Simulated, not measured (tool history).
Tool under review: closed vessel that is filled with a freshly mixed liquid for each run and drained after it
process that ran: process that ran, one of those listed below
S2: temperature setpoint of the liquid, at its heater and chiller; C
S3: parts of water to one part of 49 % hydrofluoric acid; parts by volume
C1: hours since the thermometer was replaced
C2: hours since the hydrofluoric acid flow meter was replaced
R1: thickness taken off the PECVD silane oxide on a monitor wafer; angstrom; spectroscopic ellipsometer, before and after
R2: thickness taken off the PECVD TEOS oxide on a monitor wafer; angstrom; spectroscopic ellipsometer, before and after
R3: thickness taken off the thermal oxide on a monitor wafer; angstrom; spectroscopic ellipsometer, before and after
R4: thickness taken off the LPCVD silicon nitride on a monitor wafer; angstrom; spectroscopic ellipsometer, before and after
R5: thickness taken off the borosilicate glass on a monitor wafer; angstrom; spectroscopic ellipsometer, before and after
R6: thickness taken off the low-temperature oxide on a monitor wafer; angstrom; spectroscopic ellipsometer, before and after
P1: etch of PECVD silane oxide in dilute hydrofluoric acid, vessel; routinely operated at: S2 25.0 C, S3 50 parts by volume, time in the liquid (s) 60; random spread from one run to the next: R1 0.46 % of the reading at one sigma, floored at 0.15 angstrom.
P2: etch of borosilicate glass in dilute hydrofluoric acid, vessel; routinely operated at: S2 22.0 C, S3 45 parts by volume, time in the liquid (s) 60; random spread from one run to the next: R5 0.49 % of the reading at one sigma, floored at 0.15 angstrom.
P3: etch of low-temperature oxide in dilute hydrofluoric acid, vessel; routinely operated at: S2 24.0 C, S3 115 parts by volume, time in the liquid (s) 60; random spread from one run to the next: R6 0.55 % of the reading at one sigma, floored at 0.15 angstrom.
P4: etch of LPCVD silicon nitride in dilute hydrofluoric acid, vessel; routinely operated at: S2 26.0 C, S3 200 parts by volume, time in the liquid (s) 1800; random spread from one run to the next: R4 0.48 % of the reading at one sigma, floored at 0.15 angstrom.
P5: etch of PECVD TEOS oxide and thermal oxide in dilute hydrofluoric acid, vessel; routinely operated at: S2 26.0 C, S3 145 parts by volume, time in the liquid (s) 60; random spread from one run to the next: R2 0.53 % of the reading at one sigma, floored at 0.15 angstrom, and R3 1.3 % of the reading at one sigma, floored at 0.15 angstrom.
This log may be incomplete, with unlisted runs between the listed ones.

run 1 hour=5.1 | process_that_ran=P1 S2=25.0 S3=50 time_in_the_liquid_(s)=60 | C1=327.9 C2=427.9 | R1=496.63
run 2 hour=9.8 | process_that_ran=P5 S2=18.5 S3=145 time_in_the_liquid_(s)=60 | C1=332.6 C2=432.6 | R2=71.188 R3=14.356
run 3 hour=18.1 | process_that_ran=P1 S2=25.0 S3=50 time_in_the_liquid_(s)=60 | C1=340.9 C2=440.9 | R1=497.17
run 4 hour=26.0 | process_that_ran=P1 S2=21.0 S3=50 time_in_the_liquid_(s)=30 | C1=348.8 C2=448.8 | R1=208.01
run 5 hour=30.8 | process_that_ran=P1 S2=25.0 S3=50 time_in_the_liquid_(s)=60 | C1=353.6 C2=453.6 | R1=492.11
run 6 hour=36.2 | process_that_ran=P5 S2=26.0 S3=145 time_in_the_liquid_(s)=105 | C1=359.0 C2=459.0 | R2=167.120 R3=35.094
run 7 hour=42.1 | process_that_ran=P4 S2=26.0 S3=200 time_in_the_liquid_(s)=3490 | C1=364.9 C2=464.9 | R4=88.786
run 8 hour=46.4 | process_that_ran=P2 S2=22.0 S3=45 time_in_the_liquid_(s)=60 | C1=369.2 C2=469.2 | R5=289.53
run 9 hour=54.2 | process_that_ran=P3 S2=24.0 S3=40 time_in_the_liquid_(s)=60 | C1=377.0 C2=477.0 | R6=405.20
run 10 hour=60.4 | process_that_ran=P3 S2=24.0 S3=115 time_in_the_liquid_(s)=100 | C1=383.2 C2=483.2 | R6=214.70
run 11 hour=67.4 | process_that_ran=P3 S2=24.0 S3=115 time_in_the_liquid_(s)=60 | C1=390.2 C2=490.2 | R6=129.54
run 12 hour=75.4 | process_that_ran=P1 S2=25.0 S3=25 time_in_the_liquid_(s)=60 | C1=398.2 C2=498.2 | R1=1032.70
run 13 hour=80.1 | process_that_ran=P1 S2=30.0 S3=50 time_in_the_liquid_(s)=60 | C1=402.9 C2=502.9 | R1=600.73
run 14 hour=84.6 | process_that_ran=P3 S2=17.0 S3=115 time_in_the_liquid_(s)=60 | C1=407.4 C2=507.4 | R6=96.31
run 15 hour=90.7 | process_that_ran=P1 S2=25.0 S3=50 time_in_the_liquid_(s)=60 | C1=413.5 C2=513.5 | R1=493.09
run 16 hour=98.4 | process_that_ran=P1 S2=19.0 S3=50 time_in_the_liquid_(s)=60 | C1=421.2 C2=521.2 | R1=384.95
run 17 hour=103.3 | process_that_ran=P1 S2=25.0 S3=50 time_in_the_liquid_(s)=30 | C1=426.1 C2=526.1 | R1=249.57
run 18 hour=111.7 | process_that_ran=P1 S2=25.0 S3=50 time_in_the_liquid_(s)=115 | C1=434.5 C2=534.5 | R1=948.66
run 19 hour=117.7 | process_that_ran=P3 S2=24.0 S3=115 time_in_the_liquid_(s)=60 | C1=440.5 C2=540.5 | R6=128.73
run 20 hour=125.6 | process_that_ran=P1 S2=25.0 S3=80 time_in_the_liquid_(s)=90 | C1=448.4 C2=548.4 | R1=446.56
run 21 hour=133.1 | process_that_ran=P2 S2=22.0 S3=45 time_in_the_liquid_(s)=30 | C1=455.9 C2=555.9 | R5=144.06
run 22 hour=140.3 | process_that_ran=P2 S2=17.5 S3=45 time_in_the_liquid_(s)=60 | C1=463.1 C2=563.1 | R5=240.16
run 23 hour=145.4 | process_that_ran=P4 S2=26.0 S3=200 time_in_the_liquid_(s)=1800 | C1=468.2 C2=568.2 | R4=45.529
run 24 hour=154.2 | process_that_ran=P5 S2=26.0 S3=65 time_in_the_liquid_(s)=60 | C1=477.0 C2=577.0 | R2=235.520 R3=49.056
run 25 hour=158.0 | process_that_ran=P2 S2=22.0 S3=80 time_in_the_liquid_(s)=60 | C1=480.8 C2=580.8 | R5=156.09
run 26 hour=162.8 | process_that_ran=P1 S2=25.0 S3=90 time_in_the_liquid_(s)=60 | C1=485.6 C2=585.6 | R1=259.31
run 27 hour=168.6 | process_that_ran=P4 S2=34.0 S3=200 time_in_the_liquid_(s)=1800 | C1=491.4 C2=591.4 | R4=75.024
run 28 hour=177.1 | process_that_ran=P1 S2=19.5 S3=50 time_in_the_liquid_(s)=30 | C1=499.9 C2=599.9 | R1=197.76
run 29 hour=181.3 | process_that_ran=P4 S2=26.0 S3=40 time_in_the_liquid_(s)=1800 | C1=504.1 C2=604.1 | R4=228.850
run 30 hour=188.8 | process_that_ran=P5 S2=26.0 S3=145 time_in_the_liquid_(s)=60 | C1=511.6 C2=611.6 | R2=95.969 R3=20.214
run 31 hour=193.7 | process_that_ran=P1 S2=25.0 S3=50 time_in_the_liquid_(s)=60 | C1=516.5 C2=616.5 | R1=495.74
run 32 hour=202.1 | process_that_ran=P1 S2=25.0 S3=50 time_in_the_liquid_(s)=60 | C1=524.9 C2=624.9 | R1=508.36
run 33 hour=207.1 | process_that_ran=P1 S2=25.0 S3=50 time_in_the_liquid_(s)=60 | C1=529.9 C2=629.9 | R1=512.13
run 34 hour=215.8 | process_that_ran=P1 S2=25.0 S3=50 time_in_the_liquid_(s)=60 | C1=538.6 C2=638.6 | R1=515.44
run 35 hour=220.5 | process_that_ran=P1 S2=25.0 S3=50 time_in_the_liquid_(s)=60 | C1=543.3 C2=643.3 | R1=525.65
run 36 hour=228.7 | process_that_ran=P1 S2=25.0 S3=50 time_in_the_liquid_(s)=60 | C1=551.5 C2=651.5 | R1=523.70
run 37 hour=235.3 | process_that_ran=P1 S2=25.0 S3=50 time_in_the_liquid_(s)=60 | C1=558.1 C2=658.1 | R1=527.97
run 38 hour=243.9 | process_that_ran=P1 S2=25.0 S3=50 time_in_the_liquid_(s)=60 | C1=566.7 C2=666.7 | R1=525.49
run 39 hour=250.2 | process_that_ran=P1 S2=25.0 S3=50 time_in_the_liquid_(s)=60 | C1=573.0 C2=673.0 | R1=523.75

Compared with where it was, what P1 gives has crept away. Each cause listed below fits the log as well as the rest, at the size given for it:
A: liquid hotter than its thermometer reads (K) = 1.48
B: hydrofluoric acid flow above the setpoint (%) = 5.76
The creep began at about hour 193.7.

Which of the 4 check runs listed below, each an average over 2 wafers with its results shown as question marks, gives clearly different results under the different listed causes?
run check 1 hour=256.5 | process_that_ran=P3 S2=18.0 S3=115 time_in_the_liquid_(s)=60 | R6=?
run check 2 hour=256.5 | process_that_ran=P2 S2=22.0 S3=55 time_in_the_liquid_(s)=35 | R5=?
run check 3 hour=256.5 | process_that_ran=P4 S2=33.5 S3=80 time_in_the_liquid_(s)=1800 | R4=?
run check 4 hour=256.5 | process_that_ran=P5 S2=21.5 S3=145 time_in_the_liquid_(s)=60 | R2=? R3=?

Outcome of each check run for each possible cause:
check=check_1 result=R6 if_A=107.47 if_B=107.65
check=check_2 result=R5 if_A=144.98 if_B=144.77
check=check_3 result=R4 if_A=202.050 if_B=195.260
check=check_4 result=R2 if_A=85.214 if_B=85.800
check=check_4 result=R3 if_A=17.790 if_B=17.913
Gap, in per cent, between the two causes that each check separates least, read from the result that separates them most: check 1 0.16 %; check 2 0.14 %; check 3 3.42 %; check 4 0.69 %
Check 3 is the one run that separates the causes; every other check would come out nearly the same whichever cause is at work.

Check 3 has now been run. It gave: R4 193.670 angstrom. Which of the candidate causes is it?

Of the candidate causes, it is B: hydrofluoric acid flow above the setpoint (%).

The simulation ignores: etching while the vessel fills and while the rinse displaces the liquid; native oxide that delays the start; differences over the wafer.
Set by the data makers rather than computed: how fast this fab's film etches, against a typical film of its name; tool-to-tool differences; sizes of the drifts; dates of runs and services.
